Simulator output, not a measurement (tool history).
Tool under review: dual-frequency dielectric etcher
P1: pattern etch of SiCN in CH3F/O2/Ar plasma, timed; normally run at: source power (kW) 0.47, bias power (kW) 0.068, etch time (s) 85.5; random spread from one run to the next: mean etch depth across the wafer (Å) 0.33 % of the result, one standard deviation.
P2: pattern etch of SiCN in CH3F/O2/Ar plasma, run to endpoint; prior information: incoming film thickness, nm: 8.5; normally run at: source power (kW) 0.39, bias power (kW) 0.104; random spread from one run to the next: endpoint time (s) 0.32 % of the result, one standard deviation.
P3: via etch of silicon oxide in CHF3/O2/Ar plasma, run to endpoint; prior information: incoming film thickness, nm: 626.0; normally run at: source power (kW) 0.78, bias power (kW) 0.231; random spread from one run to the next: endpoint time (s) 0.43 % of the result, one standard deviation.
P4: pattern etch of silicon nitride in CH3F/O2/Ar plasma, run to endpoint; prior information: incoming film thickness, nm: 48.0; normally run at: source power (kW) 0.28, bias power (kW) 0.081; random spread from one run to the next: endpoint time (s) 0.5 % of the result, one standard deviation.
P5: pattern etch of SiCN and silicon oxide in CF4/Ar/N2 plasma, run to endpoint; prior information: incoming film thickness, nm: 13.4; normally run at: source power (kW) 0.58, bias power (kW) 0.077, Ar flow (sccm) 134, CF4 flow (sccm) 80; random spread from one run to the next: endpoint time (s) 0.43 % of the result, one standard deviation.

| run | day | process that ran | source power (kW) | bias power (kW) | etch time (s) | Ar flow (sccm) | CF4 flow (sccm) | hours since the last wet clean | hours since the last source power generator calibration | hours since the last bias power generator calibration | mean etch depth across the wafer (Å) | endpoint time (s) |
|---|---|---|---|---|---|---|---|---|---|---|---|---|
| 1 | 0.212 | P1 | 0.47 | 0.068 | 85.5 |  |  | 514.6 | 1640.5 | 1608.3 | 337.56 |  |
| 2 | 0.462 | P5 | 0.58 | 0.077 |  | 134 | 80 | 520.6 | 1646.5 | 1614.3 |  | 12.44 |
| 3 | 0.717 | P1 | 0.47 | 0.068 | 85.5 |  |  | 526.7 | 1652.6 | 1620.4 | 335.01 |  |
| 4 | 0.867 | P1 | 0.47 | 0.096 | 85.5 |  |  | 530.3 | 1656.2 | 1624 | 377.82 |  |
| 5 | 1.025 | P5 | 0.58 | 0.077 |  | 134 | 80 | 534.1 | 1660 | 1627.8 |  | 12.443 |
| 6 | 1.15 | P1 | 0.57 | 0.068 | 85.5 |  |  | 537.1 | 1663 | 1630.8 | 361.51 |  |
| 7 | 1.367 | P3 | 0.78 | 0.158 |  |  |  | 542.3 | 1668.2 | 1636 |  | 308.75 |
| 8 | 1.588 | P1 | 0.47 | 0.068 | 54.5 |  |  | 547.6 | 1673.5 | 1641.3 | 213.49 |  |
| 9 | 1.8 | P1 | 0.47 | 0.093 | 115 |  |  | 552.7 | 1678.6 | 1646.4 | 506.58 |  |
| 10 | 1.95 | P3 | 0.6 | 0.231 |  |  |  | 556.3 | 1682.2 | 1650 |  | 301.01 |
| 11 | 2.146 | P3 | 0.78 | 0.231 |  |  |  | 561 | 1686.9 | 1654.7 |  | 271.67 |
| 12 | 2.338 | P5 | 0.58 | 0.077 |  | 177 | 80 | 565.6 | 1691.5 | 1659.3 |  | 13.085 |
| 13 | 2.575 | P4 | 0.28 | 0.061 |  |  |  | 571.3 | 1697.2 | 1665 |  | 82.031 |
| 14 | 2.746 | P4 | 0.28 | 0.081 |  |  |  | 575.4 | 1701.3 | 1669.1 |  | 74.534 |
| 15 | 2.988 | P2 | 0.39 | 0.104 |  |  |  | 581.2 | 1707.1 | 1674.9 |  | 19.618 |
| 16 | 3.167 | P1 | 0.47 | 0.068 | 85.5 |  |  | 585.5 | 1711.4 | 1679.2 | 335.63 |  |
| 17 | 3.338 | P5 | 0.58 | 0.05 |  | 134 | 80 | 589.6 | 1715.5 | 1683.3 |  | 14.399 |
| 18 | 3.592 | P1 | 0.33 | 0.068 | 85.5 |  |  | 595.7 | 1721.6 | 1689.4 | 294.36 |  |
| 19 | 3.812 | P2 | 0.39 | 0.078 |  |  |  | 601 | 1726.9 | 1694.7 |  | 21.749 |
| 20 | 4.042 | P5 | 0.36 | 0.077 |  | 134 | 80 | 606.5 | 1732.4 | 1700.2 |  | 19.003 |
|  | 4.217 | source power generator calibrated |
| 21 | 4.275 | P5 | 0.58 | 0.077 |  | 134 | 103 | 612.1 | 1.4 | 1705.8 |  | 12.067 |

Forecast run 22:
| 22 | 4.417 | P1 | 0.57 | 0.055 | 85.5 |  |  | 615.5 | 4.8 | 1709.2 | ? |  |

mean etch depth across the wafer (Å): 337.87
